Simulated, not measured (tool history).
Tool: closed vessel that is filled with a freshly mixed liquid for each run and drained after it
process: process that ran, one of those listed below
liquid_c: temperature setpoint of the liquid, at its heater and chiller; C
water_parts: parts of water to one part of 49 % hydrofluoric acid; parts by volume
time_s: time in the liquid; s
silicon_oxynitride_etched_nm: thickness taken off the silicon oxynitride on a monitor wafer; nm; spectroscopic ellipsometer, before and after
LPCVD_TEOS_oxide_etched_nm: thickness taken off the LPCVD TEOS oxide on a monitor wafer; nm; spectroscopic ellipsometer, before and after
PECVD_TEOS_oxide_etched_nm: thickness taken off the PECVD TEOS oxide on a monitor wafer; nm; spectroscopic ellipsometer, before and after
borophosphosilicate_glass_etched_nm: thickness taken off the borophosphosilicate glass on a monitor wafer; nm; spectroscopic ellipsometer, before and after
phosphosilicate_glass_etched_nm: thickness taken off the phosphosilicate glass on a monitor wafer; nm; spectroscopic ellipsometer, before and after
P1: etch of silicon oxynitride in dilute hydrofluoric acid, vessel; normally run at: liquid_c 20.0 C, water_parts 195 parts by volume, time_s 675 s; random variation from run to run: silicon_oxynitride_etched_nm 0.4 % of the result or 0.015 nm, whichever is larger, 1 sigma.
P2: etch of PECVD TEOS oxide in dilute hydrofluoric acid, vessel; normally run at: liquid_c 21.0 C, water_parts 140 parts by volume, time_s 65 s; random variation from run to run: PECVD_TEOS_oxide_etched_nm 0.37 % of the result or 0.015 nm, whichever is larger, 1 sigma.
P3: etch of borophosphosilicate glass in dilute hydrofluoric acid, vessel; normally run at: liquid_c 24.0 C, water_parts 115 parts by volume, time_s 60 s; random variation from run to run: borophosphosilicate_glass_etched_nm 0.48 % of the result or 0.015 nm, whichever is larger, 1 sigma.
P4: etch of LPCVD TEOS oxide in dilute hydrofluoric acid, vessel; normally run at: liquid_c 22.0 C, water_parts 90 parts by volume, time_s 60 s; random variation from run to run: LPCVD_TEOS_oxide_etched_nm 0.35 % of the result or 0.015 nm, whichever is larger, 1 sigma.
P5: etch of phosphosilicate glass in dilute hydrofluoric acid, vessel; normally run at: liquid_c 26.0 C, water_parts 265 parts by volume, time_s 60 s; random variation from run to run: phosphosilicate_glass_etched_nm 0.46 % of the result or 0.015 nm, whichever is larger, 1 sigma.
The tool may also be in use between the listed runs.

| run | day | process | liquid_c | water_parts | time_s | hours since the thermometer was replaced | hours since the hydrofluoric acid flow meter was replaced | silicon_oxynitride_etched_nm | LPCVD_TEOS_oxide_etched_nm | PECVD_TEOS_oxide_etched_nm | borophosphosilicate_glass_etched_nm | phosphosilicate_glass_etched_nm |
|---|---|---|---|---|---|---|---|---|---|---|---|---|
| 1 | 0.171 | P1 | 20.0 | 195 | 675 | 476.8 | 561.9 | 7.2434 |  |  |  |  |
| 2 | 0.446 | P4 | 22.0 | 40 | 60 | 483.4 | 568.5 |  | 79.882 |  |  |  |
| 3 | 0.712 | P1 | 20.0 | 195 | 675 | 489.8 | 574.9 | 7.3587 |  |  |  |  |
| 4 | 1.000 | P2 | 21.0 | 140 | 65 | 496.7 | 581.8 |  |  | 6.2048 |  |  |
| 5 | 1.246 | P1 | 17.0 | 195 | 675 | 502.6 | 587.7 | 6.3303 |  |  |  |  |
| 6 | 1.542 | P2 | 21.0 | 140 | 30 | 509.7 | 594.8 |  |  | 2.8905 |  |  |
| 7 | 1.838 | P1 | 20.0 | 45 | 675 | 516.8 | 601.9 | 35.0260 |  |  |  |  |
| 8 | 2.158 | P1 | 20.0 | 335 | 1120 | 524.5 | 609.6 | 6.4478 |  |  |  |  |
| 9 | 2.454 | P3 | 24.0 | 115 | 60 | 531.6 | 616.7 |  |  |  | 32.058 |  |
| 10 | 2.679 | P1 | 20.0 | 195 | 675 | 537.0 | 622.1 | 7.2526 |  |  |  |  |
| 11 | 2.908 | P5 | 26.0 | 265 | 60 | 542.5 | 627.6 |  |  |  |  | 33.806 |
| 12 | 3.171 | P1 | 20.0 | 310 | 675 | 548.8 | 633.9 | 4.2857 |  |  |  |  |
| 13 | 3.362 | P2 | 21.0 | 140 | 65 | 553.4 | 638.5 |  |  | 6.2903 |  |  |
| 14 | 3.517 | P1 | 20.0 | 195 | 675 | 557.1 | 642.2 | 7.3048 |  |  |  |  |
| 15 | 3.767 | P2 | 17.0 | 140 | 65 | 563.1 | 648.2 |  |  | 5.3071 |  |  |
| 16 | 3.992 | P5 | 26.0 | 460 | 60 | 568.5 | 653.6 |  |  |  |  | 15.957 |
| 17 | 4.138 | P1 | 20.0 | 195 | 1060 | 572.0 | 657.1 | 11.5220 |  |  |  |  |
| 18 | 4.433 | P1 | 25.0 | 265 | 675 | 579.1 | 664.2 | 6.3545 |  |  |  |  |
| 19 | 4.658 | P5 | 26.0 | 265 | 90 | 584.5 | 669.6 |  |  |  |  | 50.504 |
| 20 | 4.871 | P3 | 24.0 | 115 | 30 | 589.6 | 674.7 |  |  |  | 15.879 |  |
| 21 | 5.058 | P5 | 34.0 | 265 | 60 | 594.1 | 679.2 |  |  |  |  | 44.138 |
| 22 | 5.329 | P3 | 24.0 | 20 | 60 | 600.6 | 685.7 |  |  |  | 206.020 |  |
| 23 | 5.467 | P4 | 17.0 | 90 | 60 | 603.9 | 689.0 |  | 27.045 |  |  |  |
| 24 | 5.633 | P1 | 20.0 | 195 | 675 | 607.9 | 693.0 | 7.3097 |  |  |  |  |
| 25 | 5.850 | P1 | 20.0 | 195 | 330 | 613.1 | 698.2 | 3.5123 |  |  |  |  |
| 26 | 6.096 | P5 | 26.0 | 265 | 60 | 619.0 | 704.1 |  |  |  |  | 33.988 |
| 27 | 6.412 | P2 | 21.0 | 30 | 65 | 626.6 | 711.7 |  |  | 33.1170 |  |  |
| 28 | 6.600 | P1 | 24.0 | 195 | 675 | 631.1 | 716.2 | 8.7657 |  |  |  |  |
| 29 | 6.846 | P3 | 31.0 | 115 | 60 | 637.0 | 722.1 |  |  |  | 41.069 |  |
| 30 | 7.104 | P4 | 22.0 | 90 | 30 | 643.2 | 728.3 |  | 16.605 |  |  |  |
| 31 | 7.283 | P4 | 22.0 | 90 | 60 | 647.5 | 732.6 |  | 33.512 |  |  |  |
| 32 | 7.504 | P1 | 20.0 | 195 | 675 | 652.8 | 737.9 | 7.2941 |  |  |  |  |
| 33 | 7.804 | P1 | 27.5 | 295 | 675 | 660.0 | 745.1 | 6.2297 |  |  |  |  |
| 34 | 8.092 | P1 | 20.0 | 195 | 675 | 666.9 | 752.0 | 7.2565 |  |  |  |  |
| 35 | 8.329 | P1 | 20.0 | 195 | 675 | 672.6 | 757.7 | 7.5418 |  |  |  |  |
| 36 | 8.529 | P1 | 20.0 | 195 | 675 | 677.4 | 762.5 | 7.6162 |  |  |  |  |
| 37 | 8.788 | P1 | 20.0 | 195 | 675 | 683.6 | 768.7 | 7.6840 |  |  |  |  |
| 38 | 9.079 | P1 | 20.0 | 195 | 675 | 690.6 | 775.7 | 7.7158 |  |  |  |  |
| 39 | 9.333 | P1 | 20.0 | 195 | 675 | 696.7 | 781.8 | 7.7997 |  |  |  |  |
| 40 | 9.562 | P1 | 20.0 | 195 | 675 | 702.2 | 787.3 | 7.7594 |  |  |  |  |
| 41 | 9.746 | P1 | 20.0 | 195 | 675 | 706.6 | 791.7 | 7.7766 |  |  |  |  |
| 42 | 9.988 | P1 | 20.0 | 195 | 675 | 712.4 | 797.5 | 7.8015 |  |  |  |  |
| 43 | 10.188 | P1 | 20.0 | 195 | 675 | 717.2 | 802.3 | 7.8510 |  |  |  |  |

What P1 gives has crept away from where it was. These 2 causes fit the log equally well, each at the size given:
A: hydrofluoric acid flow above the setpoint (%) = 6.4
B: liquid hotter than its thermometer reads (K) = 1.52
The creep began at about day 8.092.

4 check runs are offered, one wafer each, their results left as question marks. Which one tells the causes apart?
| check 1 | 10.388 | P3 | 30.0 | 70 | 60 |  |  |  |  |  | ? |  |
| check 2 | 10.388 | P5 | 33.5 | 265 | 60 |  |  |  |  |  |  | ? |
| check 3 | 10.388 | P2 | 17.0 | 45 | 65 |  |  |  |  | ? |  |  |
| check 4 | 10.388 | P4 | 17.0 | 90 | 60 |  |  |  | ? |  |  |  |

What each check would give under each cause:
| check | result | if A | if B |
|---|---|---|---|
| check 1 | borophosphosilicate_glass_etched_nm | 75.017 | 74.260 |
| check 2 | phosphosilicate_glass_etched_nm | 46.933 | 45.358 |
| check 3 | PECVD_TEOS_oxide_etched_nm | 19.5700 | 19.5850 |
| check 4 | LPCVD_TEOS_oxide_etched_nm | 28.993 | 28.888 |
How far apart the two closest causes lie, in the result that separates them most: check 1 1.02 %; check 2 3.41 %; check 3 0.08 %; check 4 0.36 %
Only check 2 tells the causes apart: in the others they would give nearly the same result.

Then check 2 was run and gave: phosphosilicate_glass_etched_nm 46.729 nm. Which cause is it?

It is A: hydrofluoric acid flow above the setpoint (%).

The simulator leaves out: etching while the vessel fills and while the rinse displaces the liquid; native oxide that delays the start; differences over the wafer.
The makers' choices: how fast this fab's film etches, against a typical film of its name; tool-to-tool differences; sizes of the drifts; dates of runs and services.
